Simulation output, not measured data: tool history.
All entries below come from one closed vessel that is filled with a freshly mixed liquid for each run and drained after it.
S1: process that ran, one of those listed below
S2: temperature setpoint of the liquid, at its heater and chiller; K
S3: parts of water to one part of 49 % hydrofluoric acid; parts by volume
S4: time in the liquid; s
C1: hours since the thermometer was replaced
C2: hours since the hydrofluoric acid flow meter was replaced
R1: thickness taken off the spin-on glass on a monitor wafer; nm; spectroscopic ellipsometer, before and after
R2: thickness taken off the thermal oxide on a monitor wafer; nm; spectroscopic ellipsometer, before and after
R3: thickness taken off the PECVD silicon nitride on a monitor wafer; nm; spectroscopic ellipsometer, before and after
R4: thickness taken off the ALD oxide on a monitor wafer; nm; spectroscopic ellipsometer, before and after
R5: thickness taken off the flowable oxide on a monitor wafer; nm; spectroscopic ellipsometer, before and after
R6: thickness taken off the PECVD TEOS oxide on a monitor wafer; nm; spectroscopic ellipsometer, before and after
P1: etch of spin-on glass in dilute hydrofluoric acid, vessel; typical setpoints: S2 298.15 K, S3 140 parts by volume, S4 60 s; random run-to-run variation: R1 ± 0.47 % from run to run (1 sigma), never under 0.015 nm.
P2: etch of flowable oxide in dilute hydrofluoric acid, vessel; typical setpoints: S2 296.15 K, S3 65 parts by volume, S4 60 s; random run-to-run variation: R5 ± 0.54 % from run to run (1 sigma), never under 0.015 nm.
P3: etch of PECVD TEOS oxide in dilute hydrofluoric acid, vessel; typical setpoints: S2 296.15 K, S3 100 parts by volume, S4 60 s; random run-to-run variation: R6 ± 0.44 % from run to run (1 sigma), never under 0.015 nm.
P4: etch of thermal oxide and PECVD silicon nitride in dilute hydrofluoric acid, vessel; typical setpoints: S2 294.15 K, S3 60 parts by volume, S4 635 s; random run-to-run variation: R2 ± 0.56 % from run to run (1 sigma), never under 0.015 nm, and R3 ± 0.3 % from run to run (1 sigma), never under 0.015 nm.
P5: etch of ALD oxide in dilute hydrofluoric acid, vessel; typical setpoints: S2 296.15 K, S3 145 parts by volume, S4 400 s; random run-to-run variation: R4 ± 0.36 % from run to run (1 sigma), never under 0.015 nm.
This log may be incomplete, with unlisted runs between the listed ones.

run	hour	S1	S2	S3	S4	C1	C2	R1	R2	R3	R4	R5	R6
1	5.8	P1	298.15	140	60	539.8	706.3	14.5250					
2	10.4	P4	294.15	60	635	544.4	710.9		46.808	14.966			
3	16.2	P1	298.15	140	60	550.2	716.7	14.5680					
4	22.3	P5	300.65	145	400	556.3	722.8				44.512		
5	25.2	P5	296.15	145	400	559.2	725.7				37.470		
6	29.2	P4	294.15	60	180	563.2	729.7		13.542	4.262			
7	33.8	P1	298.15	140	60	567.8	734.3	14.5150					
8	39.2	P5	296.15	145	185	573.2	739.7				17.305		
9	43.5	P2	296.15	65	30	577.5	744.0					17.681	
10	49.1	P2	296.15	110	60	583.1	749.6					19.817	
11	54.7	P1	298.15	140	90	588.7	755.2	21.7840					
12	60.3	P2	296.15	65	60	594.3	760.8					35.426	
13	65.8	P5	296.15	95	400	599.8	766.3				60.459		
14	69.0	P3	290.15	100	60	603.0	769.5						11.0410
15	72.0	P1	298.15	60	60	606.0	772.5	37.3090					
16	77.2	P4	290.15	60	635	611.2	777.7		39.880	11.331			
17	80.3	P3	296.15	100	60	614.3	780.8						14.1050
18	84.7	P1	306.15	140	60	618.7	785.2	19.4230					
19	89.7	P4	294.15	60	635	623.7	790.2		47.566	15.002			
20	93.4	P2	290.15	65	60	627.4	793.9					27.469	
21	98.4	P1	293.65	140	30	632.4	798.9	6.1006					
22	102.4	P3	296.15	160	60	636.4	802.9						8.2402
23	108.5	P1	298.15	215	60	642.5	809.0	8.7227					
24	112.5	P1	298.15	140	60	646.5	813.0	14.5730					
25	116.7	P1	298.15	140	60	650.7	817.2	14.7110					
26	120.5	P3	296.15	100	30	654.5	821.0						7.0470
27	126.6	P1	298.15	140	30	660.6	827.1	7.2884					
28	132.5	P4	294.15	30	635	666.5	833.0		97.477	29.302			
29	137.1	P1	290.15	140	60	671.1	837.6	10.5980					
30	140.1	P1	298.15	140	60	674.1	840.6	14.6200					
31	146.5	P1	298.15	140	60	680.5	847.0	15.0730					
32	149.4	P1	298.15	140	60	683.4	849.9	15.3220					
33	153.4	P1	298.15	140	60	687.4	853.9	15.4840					
34	157.8	P1	298.15	140	60	691.8	858.3	15.3820					
35	163.8	P1	298.15	140	60	697.8	864.3	15.6040					
36	169.9	P1	298.15	140	60	703.9	870.4	15.8460					
37	173.7	P1	298.15	140	60	707.7	874.2	15.7540					

The next listed run, before its measurement:
38	178.6	P1	298.15	140	60	712.6	879.1	?					

{"run 38": {"R1": 15.857}}
